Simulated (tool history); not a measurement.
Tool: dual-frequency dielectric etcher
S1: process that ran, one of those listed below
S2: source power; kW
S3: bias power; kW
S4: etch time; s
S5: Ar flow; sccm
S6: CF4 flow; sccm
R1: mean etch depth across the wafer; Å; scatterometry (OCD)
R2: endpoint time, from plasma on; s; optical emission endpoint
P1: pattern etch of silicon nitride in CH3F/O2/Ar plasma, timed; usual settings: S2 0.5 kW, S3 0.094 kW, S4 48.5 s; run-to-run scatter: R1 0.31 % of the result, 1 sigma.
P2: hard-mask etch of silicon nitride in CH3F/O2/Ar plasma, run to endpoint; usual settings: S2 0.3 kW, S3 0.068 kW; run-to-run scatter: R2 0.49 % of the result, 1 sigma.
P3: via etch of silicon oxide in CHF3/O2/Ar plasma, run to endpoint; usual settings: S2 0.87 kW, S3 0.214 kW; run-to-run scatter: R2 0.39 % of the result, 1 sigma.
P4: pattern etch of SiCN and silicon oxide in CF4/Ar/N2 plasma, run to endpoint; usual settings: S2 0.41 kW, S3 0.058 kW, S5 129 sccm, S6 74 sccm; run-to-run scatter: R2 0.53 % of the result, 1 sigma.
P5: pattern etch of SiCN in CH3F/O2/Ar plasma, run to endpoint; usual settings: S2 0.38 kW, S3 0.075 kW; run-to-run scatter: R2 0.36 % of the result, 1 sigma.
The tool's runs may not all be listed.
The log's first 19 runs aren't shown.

Run 20, day 7.546: S1 P1, S2 0.5 kW, S3 0.073 kW, S4 48.5 s. Result: R1 370.08 Å.
Run 21, day 7.871: S1 P1, S2 0.31 kW, S3 0.094 kW, S4 48.5 s. Result: R1 338.03 Å.
Run 22, day 8.175: S1 P4, S2 0.52 kW, S3 0.058 kW, S5 129 sccm, S6 74 sccm. Result: R2 12.654 s.
Run 23, day 8.646: S1 P2, S2 0.3 kW, S3 0.068 kW. Result: R2 49.694 s.
Run 24, day 9.008: S1 P4, S2 0.41 kW, S3 0.058 kW, S5 129 sccm, S6 74 sccm. Result: R2 15.46 s.
At day 9.342: bias power generator calibrated.
Run 25, day 9.438: S1 P3, S2 0.87 kW, S3 0.214 kW. Result: R2 188.68 s.
Run 26, day 9.821: S1 P5, S2 0.38 kW, S3 0.089 kW. Result: R2 16.928 s.
Run 27, day 10.167: S1 P1, S2 0.61 kW, S3 0.094 kW, S4 30 s. Result: R1 271 Å.
Run 28, day 10.675: S1 P1, S2 0.39 kW, S3 0.056 kW, S4 48.5 s. Result: R1 310.59 Å.
Run 29, day 11.096: S1 P3, S2 0.59 kW, S3 0.214 kW. Result: R2 219.23 s.
Run 30, day 11.504: S1 P1, S2 0.5 kW, S3 0.094 kW, S4 48.5 s. Result: R1 405.82 Å.
Run 31, day 11.908: S1 P1, S2 0.5 kW, S3 0.094 kW, S4 48.5 s. Result: R1 402.76 Å.
Run 32, day 12.242: S1 P1, S2 0.5 kW, S3 0.094 kW, S4 48.5 s. Result: R1 402.99 Å.
Run 33, day 12.692: S1 P1, S2 0.5 kW, S3 0.094 kW, S4 48.5 s. Result: R1 400.33 Å.

Run 34 comes next. What will it give?
Run 34, day 12.988: S1 P1, S2 0.5 kW, S3 0.094 kW, S4 48.5 s. Result: R1 ?.

Run 34 gave R1 400.61 Å.

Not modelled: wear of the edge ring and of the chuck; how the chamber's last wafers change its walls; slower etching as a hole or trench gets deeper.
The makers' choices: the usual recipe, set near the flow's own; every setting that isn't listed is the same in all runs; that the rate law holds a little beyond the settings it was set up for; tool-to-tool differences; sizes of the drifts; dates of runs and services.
